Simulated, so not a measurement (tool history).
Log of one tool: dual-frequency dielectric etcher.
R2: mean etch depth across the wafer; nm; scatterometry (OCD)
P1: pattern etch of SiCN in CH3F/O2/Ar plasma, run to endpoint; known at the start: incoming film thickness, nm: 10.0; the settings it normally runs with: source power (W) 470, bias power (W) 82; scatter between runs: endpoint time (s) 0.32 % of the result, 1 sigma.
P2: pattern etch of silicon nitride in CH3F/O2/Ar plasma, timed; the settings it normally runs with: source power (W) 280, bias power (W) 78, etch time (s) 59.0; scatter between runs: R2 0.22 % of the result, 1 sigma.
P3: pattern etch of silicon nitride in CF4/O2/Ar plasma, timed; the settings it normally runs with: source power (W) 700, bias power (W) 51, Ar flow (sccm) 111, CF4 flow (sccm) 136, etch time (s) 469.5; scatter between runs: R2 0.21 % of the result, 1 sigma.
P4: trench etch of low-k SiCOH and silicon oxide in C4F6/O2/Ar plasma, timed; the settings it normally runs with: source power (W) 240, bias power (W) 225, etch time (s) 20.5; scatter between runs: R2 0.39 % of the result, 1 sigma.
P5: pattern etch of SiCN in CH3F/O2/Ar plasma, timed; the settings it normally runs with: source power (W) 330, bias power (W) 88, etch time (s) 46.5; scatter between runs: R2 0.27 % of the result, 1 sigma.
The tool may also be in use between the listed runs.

{"run": 1, "day": 0.246, "process that ran": "P1", "source power (W)": 470, "bias power (W)": 82, "endpoint time (s)": 23.818}
{"run": 2, "day": 0.429, "process that ran": "P3", "source power (W)": 700, "bias power (W)": 51, "Ar flow (sccm)": 111, "CF4 flow (sccm)": 167, "etch time (s)": 469.5, "R2": 1293.4}
{"run": 3, "day": 0.596, "process that ran": "P1", "source power (W)": 470, "bias power (W)": 82, "endpoint time (s)": 23.859}
{"run": 4, "day": 0.758, "process that ran": "P1", "source power (W)": 650, "bias power (W)": 68, "endpoint time (s)": 22.555}
{"run": 5, "day": 0.904, "process that ran": "P5", "source power (W)": 330, "bias power (W)": 88, "etch time (s)": 56.5, "R2": 21.316}
{"run": 6, "day": 1.121, "process that ran": "P2", "source power (W)": 180, "bias power (W)": 78, "etch time (s)": 59.0, "R2": 31.042}
{"day": 1.408, "done": "wet clean of the chamber"}
{"run": 7, "day": 1.412, "process that ran": "P3", "source power (W)": 920, "bias power (W)": 51, "Ar flow (sccm)": 111, "CF4 flow (sccm)": 136, "etch time (s)": 469.5, "R2": 1605.0}
{"run": 8, "day": 1.596, "process that ran": "P3", "source power (W)": 700, "bias power (W)": 61, "Ar flow (sccm)": 111, "CF4 flow (sccm)": 136, "etch time (s)": 469.5, "R2": 1352.9}
{"run": 9, "day": 1.762, "process that ran": "P2", "source power (W)": 280, "bias power (W)": 110, "etch time (s)": 59.0, "R2": 41.434}
{"run": 10, "day": 2.0, "process that ran": "P3", "source power (W)": 700, "bias power (W)": 51, "Ar flow (sccm)": 111, "CF4 flow (sccm)": 136, "etch time (s)": 261.5, "R2": 704.53}
{"run": 11, "day": 2.212, "process that ran": "P5", "source power (W)": 330, "bias power (W)": 88, "etch time (s)": 46.5, "R2": 17.614}
{"run": 12, "day": 2.5, "process that ran": "P1", "source power (W)": 320, "bias power (W)": 82, "endpoint time (s)": 27.543}
{"run": 13, "day": 2.771, "process that ran": "P4", "source power (W)": 240, "bias power (W)": 225, "etch time (s)": 20.5, "R2": 54.575}
{"run": 14, "day": 2.95, "process that ran": "P1", "source power (W)": 470, "bias power (W)": 82, "endpoint time (s)": 23.662}
{"run": 15, "day": 3.096, "process that ran": "P5", "source power (W)": 450, "bias power (W)": 88, "etch time (s)": 46.5, "R2": 19.796}
{"run": 16, "day": 3.279, "process that ran": "P1", "source power (W)": 470, "bias power (W)": 82, "endpoint time (s)": 23.769}
{"run": 17, "day": 3.496, "process that ran": "P3", "source power (W)": 700, "bias power (W)": 51, "Ar flow (sccm)": 111, "CF4 flow (sccm)": 136, "etch time (s)": 469.5, "R2": 1264.2}
{"run": 18, "day": 3.638, "process that ran": "P4", "source power (W)": 240, "bias power (W)": 290, "etch time (s)": 20.5, "R2": 59.253}
{"run": 19, "day": 3.8, "process that ran": "P5", "source power (W)": 330, "bias power (W)": 108, "etch time (s)": 46.5, "R2": 18.991}
{"run": 20, "day": 3.988, "process that ran": "P2", "source power (W)": 280, "bias power (W)": 78, "etch time (s)": 59.0, "R2": 36.575}
{"day": 4.183, "done": "bias power generator calibrated"}
{"run": 21, "day": 4.267, "process that ran": "P1", "source power (W)": 470, "bias power (W)": 113, "endpoint time (s)": 21.166}
{"run": 22, "day": 4.525, "process that ran": "P1", "source power (W)": 640, "bias power (W)": 82, "endpoint time (s)": 21.182}
{"run": 23, "day": 4.788, "process that ran": "P2", "source power (W)": 280, "bias power (W)": 78, "etch time (s)": 42.5, "R2": 26.401}
{"run": 24, "day": 4.95, "process that ran": "P1", "source power (W)": 470, "bias power (W)": 82, "endpoint time (s)": 23.833}
{"run": 25, "day": 5.075, "process that ran": "P4", "source power (W)": 240, "bias power (W)": 225, "etch time (s)": 30.5, "R2": 81.692}
{"run": 26, "day": 5.275, "process that ran": "P3", "source power (W)": 700, "bias power (W)": 51, "Ar flow (sccm)": 155, "CF4 flow (sccm)": 136, "etch time (s)": 469.5, "R2": 1212.8}
{"run": 27, "day": 5.429, "process that ran": "P4", "source power (W)": 160, "bias power (W)": 225, "etch time (s)": 20.5, "R2": 46.785}
{"run": 28, "day": 5.592, "process that ran": "P2", "source power (W)": 280, "bias power (W)": 78, "etch time (s)": 59.0, "R2": 36.533}
{"run": 29, "day": 5.762, "process that ran": "P1", "source power (W)": 470, "bias power (W)": 50, "endpoint time (s)": 28.027}
{"run": 30, "day": 5.908, "process that ran": "P1", "source power (W)": 470, "bias power (W)": 82, "endpoint time (s)": 23.906}
{"run": 31, "day": 6.033, "process that ran": "P1", "source power (W)": 470, "bias power (W)": 82, "endpoint time (s)": 23.584}
{"run": 32, "day": 6.292, "process that ran": "P1", "source power (W)": 470, "bias power (W)": 82, "endpoint time (s)": 23.562}
{"day": 6.45, "done": "wet clean of the chamber"}
{"run": 33, "day": 6.458, "process that ran": "P1", "source power (W)": 470, "bias power (W)": 82, "endpoint time (s)": 23.473}
{"run": 34, "day": 6.621, "process that ran": "P1", "source power (W)": 470, "bias power (W)": 82, "endpoint time (s)": 23.466}
{"run": 35, "day": 6.858, "process that ran": "P1", "source power (W)": 470, "bias power (W)": 82, "endpoint time (s)": 23.384}
{"run": 36, "day": 6.996, "process that ran": "P1", "source power (W)": 470, "bias power (W)": 82, "endpoint time (s)": 23.442}
{"run": 37, "day": 7.233, "process that ran": "P1", "source power (W)": 470, "bias power (W)": 82, "endpoint time (s)": 23.43}

P1 has crept away from where it was. The log is fitted equally well by each of these 2 causes, at the sizes shown:
A: source power that arrives over what is set, % = 4.43
B: bias power that arrives over what is set, % = 4.6
At approximately day 5.908, the process output began to creep.
What rules out each remaining cause:
chamber walls in a state that raises the etch rate, %: serviced at day 6.450, which brought nothing back

Below are 4 check runs, each on a single wafer, with their results shown as question marks. Which of them would tell the listed causes apart, meaning the causes would give clearly different results under it?
{"run": "check 1", "day": 7.471, "process that ran": "P3", "source power (W)": 700, "bias power (W)": 51, "Ar flow (sccm)": 111, "CF4 flow (sccm)": 136, "etch time (s)": 469.5, "R2": "?"}
{"run": "check 2", "day": 7.471, "process that ran": "P5", "source power (W)": 330, "bias power (W)": 88, "etch time (s)": 46.5, "R2": "?"}
{"run": "check 3", "day": 7.471, "process that ran": "P4", "source power (W)": 240, "bias power (W)": 225, "etch time (s)": 20.5, "R2": "?"}
{"run": "check 4", "day": 7.471, "process that ran": "P2", "source power (W)": 280, "bias power (W)": 78, "etch time (s)": 59.0, "R2": "?"}

How each check would come out, cause by cause:
check=check_1 result=R2 if_A=1314.200 if_B=1285.800
check=check_2 result=R2 if_A=17.869 if_B=17.883
check=check_3 result=R2 if_A=55.316 if_B=55.258
check=check_4 result=R2 if_A=37.208 if_B=37.205
Minimum pairwise separation of causes per check, each pair taken at its best-separating result: check 1 2.19 %; check 2 0.08 %; check 3 0.11 %; check 4 0.01 %
Only check 1 tells the causes apart: in the others they would give nearly the same result.

After running check 1, the following was obtained: R2 1285.600 nm. Which cause does this point to?

Of the candidate causes, it is B: bias power that arrives over what is set, %.
